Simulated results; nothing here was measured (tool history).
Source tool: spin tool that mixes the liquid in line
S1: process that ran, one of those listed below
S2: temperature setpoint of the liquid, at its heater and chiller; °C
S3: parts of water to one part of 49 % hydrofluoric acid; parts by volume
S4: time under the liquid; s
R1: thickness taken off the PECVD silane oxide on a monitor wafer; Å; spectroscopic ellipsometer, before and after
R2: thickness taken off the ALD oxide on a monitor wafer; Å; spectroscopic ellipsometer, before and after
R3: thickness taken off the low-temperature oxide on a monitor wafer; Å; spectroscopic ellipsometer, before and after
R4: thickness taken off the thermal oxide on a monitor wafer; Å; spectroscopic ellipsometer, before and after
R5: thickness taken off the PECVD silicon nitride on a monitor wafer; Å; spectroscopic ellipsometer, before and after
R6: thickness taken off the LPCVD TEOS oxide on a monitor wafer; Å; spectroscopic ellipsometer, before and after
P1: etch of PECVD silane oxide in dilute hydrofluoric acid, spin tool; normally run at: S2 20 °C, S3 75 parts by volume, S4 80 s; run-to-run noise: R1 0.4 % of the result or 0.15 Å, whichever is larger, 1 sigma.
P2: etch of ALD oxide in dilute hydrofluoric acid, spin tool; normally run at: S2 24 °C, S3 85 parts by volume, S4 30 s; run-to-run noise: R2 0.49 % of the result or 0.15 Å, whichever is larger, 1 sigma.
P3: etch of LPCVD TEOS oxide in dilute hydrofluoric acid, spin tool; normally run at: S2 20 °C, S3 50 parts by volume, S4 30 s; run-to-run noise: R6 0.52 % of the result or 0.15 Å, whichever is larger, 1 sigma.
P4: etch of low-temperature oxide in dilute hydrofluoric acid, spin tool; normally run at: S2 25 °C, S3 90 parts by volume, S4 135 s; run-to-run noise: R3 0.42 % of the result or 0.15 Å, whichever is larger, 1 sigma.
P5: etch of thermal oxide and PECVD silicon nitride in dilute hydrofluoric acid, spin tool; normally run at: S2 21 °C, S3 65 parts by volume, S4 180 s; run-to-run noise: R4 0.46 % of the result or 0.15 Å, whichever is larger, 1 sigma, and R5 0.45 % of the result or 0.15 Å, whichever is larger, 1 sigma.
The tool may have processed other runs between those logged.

Run 1, hour 8: S1 P1, S2 20 °C, S3 75 parts by volume, S4 80 s. Result: R1 465.96 Å.
Run 2, hour 22.5: S1 P1, S2 20 °C, S3 75 parts by volume, S4 80 s. Result: R1 464.73 Å.
Run 3, hour 36.8: S1 P2, S2 24 °C, S3 85 parts by volume, S4 30 s. Result: R2 117.24 Å.
Run 4, hour 49.2: S1 P1, S2 20 °C, S3 75 parts by volume, S4 80 s. Result: R1 463.35 Å.
Run 5, hour 57.8: S1 P1, S2 24 °C, S3 75 parts by volume, S4 80 s. Result: R1 547.97 Å.
Run 6, hour 68.2: S1 P1, S2 17 °C, S3 75 parts by volume, S4 80 s. Result: R1 410.36 Å.
Run 7, hour 80: S1 P4, S2 25 °C, S3 90 parts by volume, S4 135 s. Result: R3 162.7 Å.
Run 8, hour 92: S1 P5, S2 21 °C, S3 65 parts by volume, S4 40 s. Result: R4 26.902 Å, R5 28.479 Å.
Run 9, hour 103.4: S1 P4, S2 25 °C, S3 155 parts by volume, S4 135 s. Result: R3 87.451 Å.
Run 10, hour 117: S1 P3, S2 20 °C, S3 50 parts by volume, S4 15 s. Result: R6 98.512 Å.
Run 11, hour 129.5: S1 P4, S2 25 °C, S3 90 parts by volume, S4 15 s. Result: R3 18.338 Å.
Run 12, hour 136.9: S1 P1, S2 17 °C, S3 120 parts by volume, S4 80 s. Result: R1 245.4 Å.
Run 13, hour 145.3: S1 P1, S2 20 °C, S3 75 parts by volume, S4 150 s. Result: R1 874.46 Å.
Run 14, hour 160.8: S1 P5, S2 21 °C, S3 65 parts by volume, S4 180 s. Result: R4 122.49 Å, R5 126.41 Å.
Run 15, hour 176.8: S1 P3, S2 20 °C, S3 50 parts by volume, S4 30 s. Result: R6 196.21 Å.
Run 16, hour 189.5: S1 P3, S2 20 °C, S3 50 parts by volume, S4 30 s. Result: R6 195.85 Å.
Run 17, hour 198: S1 P2, S2 24 °C, S3 85 parts by volume, S4 15 s. Result: R2 58.173 Å.
Run 18, hour 210: S1 P1, S2 20 °C, S3 75 parts by volume, S4 80 s. Result: R1 466.8 Å.
Run 19, hour 221.8: S1 P3, S2 17 °C, S3 50 parts by volume, S4 30 s. Result: R6 171.36 Å.
Run 20, hour 233.5: S1 P1, S2 20 °C, S3 20 parts by volume, S4 80 s. Result: R1 1875.6 Å.
Run 21, hour 243.3: S1 P1, S2 20 °C, S3 75 parts by volume, S4 80 s. Result: R1 464.99 Å.
Run 22, hour 251.9: S1 P3, S2 20 °C, S3 20 parts by volume, S4 30 s. Result: R6 503.31 Å.
Run 23, hour 262.9: S1 P4, S2 25 °C, S3 90 parts by volume, S4 135 s. Result: R3 162.77 Å.
Run 24, hour 274.8: S1 P5, S2 17 °C, S3 65 parts by volume, S4 180 s. Result: R4 102.59 Å, R5 95.894 Å.
Run 25, hour 281.7: S1 P4, S2 19 °C, S3 90 parts by volume, S4 135 s. Result: R3 127.19 Å.
Run 26, hour 289.5: S1 P2, S2 17 °C, S3 85 parts by volume, S4 30 s. Result: R2 88.147 Å.
Run 27, hour 300.9: S1 P1, S2 20 °C, S3 75 parts by volume, S4 80 s. Result: R1 467.51 Å.
Run 28, hour 310.8: S1 P1, S2 20 °C, S3 110 parts by volume, S4 80 s. Result: R1 304.19 Å.
Run 29, hour 319: S1 P1, S2 20 °C, S3 75 parts by volume, S4 40 s. Result: R1 232.21 Å.
Run 30, hour 327.9: S1 P1, S2 20 °C, S3 100 parts by volume, S4 125 s. Result: R1 527.86 Å.
Run 31, hour 336.2: S1 P5, S2 21 °C, S3 25 parts by volume, S4 180 s. Result: R4 332.62 Å, R5 319.97 Å.
Run 32, hour 348.7: S1 P2, S2 24 °C, S3 150 parts by volume, S4 30 s. Result: R2 61.848 Å.

For run 33, what comes out?
Run 33, hour 361.1: S1 P2, S2 24 °C, S3 85 parts by volume, S4 30 s. Result: R2 ?.

Run 33 measured R2 116.9 Å.
